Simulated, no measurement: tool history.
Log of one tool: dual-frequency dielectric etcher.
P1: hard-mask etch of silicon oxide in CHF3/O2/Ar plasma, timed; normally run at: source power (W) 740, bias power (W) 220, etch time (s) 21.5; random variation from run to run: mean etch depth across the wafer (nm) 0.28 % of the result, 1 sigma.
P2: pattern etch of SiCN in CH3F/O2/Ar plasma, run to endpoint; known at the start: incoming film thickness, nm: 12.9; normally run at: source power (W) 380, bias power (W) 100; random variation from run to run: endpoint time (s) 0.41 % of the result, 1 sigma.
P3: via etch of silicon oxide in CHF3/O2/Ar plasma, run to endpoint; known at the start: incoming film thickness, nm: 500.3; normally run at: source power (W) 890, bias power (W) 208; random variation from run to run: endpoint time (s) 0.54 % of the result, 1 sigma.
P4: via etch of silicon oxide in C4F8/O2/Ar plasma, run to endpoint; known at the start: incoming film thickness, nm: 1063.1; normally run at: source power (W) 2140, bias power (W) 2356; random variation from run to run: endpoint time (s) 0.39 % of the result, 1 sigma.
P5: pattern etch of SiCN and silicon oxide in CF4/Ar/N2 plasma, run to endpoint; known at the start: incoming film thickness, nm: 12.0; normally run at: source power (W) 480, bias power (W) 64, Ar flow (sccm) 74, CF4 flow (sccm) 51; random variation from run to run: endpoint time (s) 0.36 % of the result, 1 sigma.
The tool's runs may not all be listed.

run	day	process that ran	source power (W)	bias power (W)	etch time (s)	Ar flow (sccm)	CF4 flow (sccm)	mean etch depth across the wafer (nm)	endpoint time (s)
1	0.196	P1	740	220	21.5			48.677	
2	0.412	P1	870	220	27.0			65.383	
3	0.688	P5	480	64		74	51		13.366
4	0.850	P1	740	220	21.5			49.131	
5	1.150	P1	740	220	21.5			49.042	
6	1.333	P4	2140	2356					200.010
7	1.496	P1	590	220	21.5			45.137	
8	1.750	P5	330	64		74	51		18.701
9	1.992	P1	1000	282	21.5			60.171	
10	2.162	P1	740	220	21.5			48.920	
11	2.488	P5	480	64		74	51		13.445
12	2.658	P1	460	296	21.5			45.674	
13	2.871	P2	380	100					31.009
14	3.096	P1	950	220	21.5			54.037	
15	3.296	P2	240	100					36.345
16	3.600	P5	480	64		50	51		12.778
17	3.908	P4	2140	2356					200.260
18	4.221	P3	890	208					208.850
# day 4.312: source power generator calibrated
19	4.475	P5	480	41		74	51		15.424
20	4.746	P1	740	220	32.0			73.207	
21	4.929	P1	740	220	21.5			48.987	
22	5.262	P4	1280	2356					245.030
23	5.512	P1	740	310	21.5			55.225	
24	5.671	P4	2140	3326					180.840
25	5.850	P3	540	208					253.910
26	6.042	P2	380	66					35.534
27	6.358	P5	480	64		74	62		13.136
28	6.554	P1	740	220	12.0			27.390	
29	6.721	P3	890	122					246.330
30	7.042	P1	740	144	21.5			42.644	
31	7.233	P2	380	100					30.618
32	7.388	P1	740	220	21.5			48.986	
33	7.533	P1	740	220	21.5			48.728	
34	7.754	P1	740	220	21.5			48.857	
35	7.983	P1	740	220	21.5			48.321	
36	8.212	P1	740	220	21.5			48.437	
37	8.508	P1	740	220	21.5			48.545	
38	8.833	P1	740	220	21.5			48.349	
39	8.988	P1	740	220	21.5			48.500	
# day 9.125: wet clean of the chamber
40	9.304	P1	740	220	21.5			48.102	
41	9.533	P1	740	220	21.5			48.247	
42	9.750	P1	740	220	21.5			48.425	

What P1 gives has crept away from where it was. These 2 causes fit the log equally well, each at the size given:
A: bias power that arrives under what is set, % = 4.06
B: source power that arrives under what is set, % = 3.68
The creep began at about day 7.388.
Why every other cause is out:
chamber walls in a state that lowers the etch rate, %: serviced at day 9.125, which brought nothing back

4 check runs are offered, each on 2 wafers whose results are averaged, their results left as question marks. Which one tells the causes apart?
check 1	9.967	P3	580	172					?
check 2	9.967	P2	380	70					?
check 3	9.967	P4	1280	3263					?
check 4	9.967	P5	360	50		74	51		?

What each check would give under each cause:
check	result	if A	if B
check 1	endpoint time (s)	265.200	265.350
check 2	endpoint time (s)	35.467	35.451
check 3	endpoint time (s)	224.340	224.570
check 4	endpoint time (s)	19.076	19.467
How far apart the two closest causes lie, in the result that separates them most: check 1 0.06 %; check 2 0.05 %; check 3 0.1 %; check 4 2.03 %
Check 4 tells the causes apart: in the others they would give nearly the same result.

Check 4 was then run and gave: endpoint time (s) 19.447. Which cause is it?

It is B: source power that arrives under what is set, %.

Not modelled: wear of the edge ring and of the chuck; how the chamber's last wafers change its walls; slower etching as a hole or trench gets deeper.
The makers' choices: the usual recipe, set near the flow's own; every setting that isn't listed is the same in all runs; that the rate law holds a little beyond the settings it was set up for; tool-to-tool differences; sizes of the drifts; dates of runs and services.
